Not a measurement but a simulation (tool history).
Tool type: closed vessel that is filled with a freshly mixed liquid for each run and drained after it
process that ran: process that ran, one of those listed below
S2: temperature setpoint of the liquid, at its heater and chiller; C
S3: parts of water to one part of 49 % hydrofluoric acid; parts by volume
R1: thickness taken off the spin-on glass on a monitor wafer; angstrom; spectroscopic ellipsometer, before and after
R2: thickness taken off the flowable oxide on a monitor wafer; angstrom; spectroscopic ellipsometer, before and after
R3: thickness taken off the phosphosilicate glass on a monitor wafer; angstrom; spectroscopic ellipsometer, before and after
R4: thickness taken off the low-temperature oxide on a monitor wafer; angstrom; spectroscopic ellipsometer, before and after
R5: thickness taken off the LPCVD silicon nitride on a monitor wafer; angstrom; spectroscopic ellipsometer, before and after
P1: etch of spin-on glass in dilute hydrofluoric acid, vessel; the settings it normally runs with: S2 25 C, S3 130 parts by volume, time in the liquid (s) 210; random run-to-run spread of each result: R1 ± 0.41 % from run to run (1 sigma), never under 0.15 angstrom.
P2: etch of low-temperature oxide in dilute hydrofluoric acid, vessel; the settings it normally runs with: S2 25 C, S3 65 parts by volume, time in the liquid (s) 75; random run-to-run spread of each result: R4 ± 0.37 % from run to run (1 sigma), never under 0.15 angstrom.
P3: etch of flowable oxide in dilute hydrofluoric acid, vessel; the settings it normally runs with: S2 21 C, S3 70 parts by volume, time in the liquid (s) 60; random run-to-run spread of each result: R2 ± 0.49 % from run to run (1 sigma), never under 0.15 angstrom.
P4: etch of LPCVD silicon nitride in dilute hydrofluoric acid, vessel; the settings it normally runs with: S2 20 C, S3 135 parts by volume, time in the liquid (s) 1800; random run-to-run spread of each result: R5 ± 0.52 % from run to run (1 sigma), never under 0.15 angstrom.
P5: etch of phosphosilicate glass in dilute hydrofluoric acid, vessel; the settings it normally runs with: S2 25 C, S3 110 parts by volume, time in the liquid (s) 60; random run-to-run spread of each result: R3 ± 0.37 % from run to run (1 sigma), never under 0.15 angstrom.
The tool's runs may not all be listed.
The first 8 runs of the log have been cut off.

{"run": 9, "day": 1.012, "process that ran": "P3", "S2": 21, "S3": 110, "time in the liquid (s)": 60, "R2": 175.59}
{"run": 10, "day": 1.133, "process that ran": "P1", "S2": 25, "S3": 80, "time in the liquid (s)": 210, "R1": 896.41}
{"run": 11, "day": 1.229, "process that ran": "P1", "S2": 32.5, "S3": 40, "time in the liquid (s)": 210, "R1": 2559.2}
{"run": 12, "day": 1.371, "process that ran": "P1", "S2": 25, "S3": 130, "time in the liquid (s)": 30, "R1": 74.491}
{"run": 13, "day": 1.517, "process that ran": "P4", "S2": 20, "S3": 135, "time in the liquid (s)": 1800, "R5": 48.799}
{"run": 14, "day": 1.654, "process that ran": "P2", "S2": 25, "S3": 65, "time in the liquid (s)": 30, "R4": 144.87}
{"run": 15, "day": 1.788, "process that ran": "P4", "S2": 20, "S3": 135, "time in the liquid (s)": 465, "R5": 12.819}
{"run": 16, "day": 1.929, "process that ran": "P1", "S2": 25, "S3": 130, "time in the liquid (s)": 210, "R1": 520.39}
{"run": 17, "day": 2.046, "process that ran": "P1", "S2": 25, "S3": 185, "time in the liquid (s)": 210, "R1": 337.91}
{"run": 18, "day": 2.196, "process that ran": "P4", "S2": 24, "S3": 135, "time in the liquid (s)": 1800, "R5": 64.472}
{"run": 19, "day": 2.292, "process that ran": "P1", "S2": 25, "S3": 130, "time in the liquid (s)": 210, "R1": 516.99}
{"run": 20, "day": 2.429, "process that ran": "P5", "S2": 25, "S3": 110, "time in the liquid (s)": 60, "R3": 586.61}
{"run": 21, "day": 2.525, "process that ran": "P1", "S2": 21, "S3": 130, "time in the liquid (s)": 210, "R1": 445.91}
{"run": 22, "day": 2.633, "process that ran": "P4", "S2": 20, "S3": 215, "time in the liquid (s)": 1800, "R5": 31.179}
{"run": 23, "day": 2.792, "process that ran": "P3", "S2": 21, "S3": 70, "time in the liquid (s)": 60, "R2": 285.86}

Estimate the outcome of run 24 from the log above:
{"run": 24, "day": 2.958, "process that ran": "P1", "S2": 25, "S3": 130, "time in the liquid (s)": 210, "R1": "?"}

Run 24 came out at R1 519.09 angstrom.
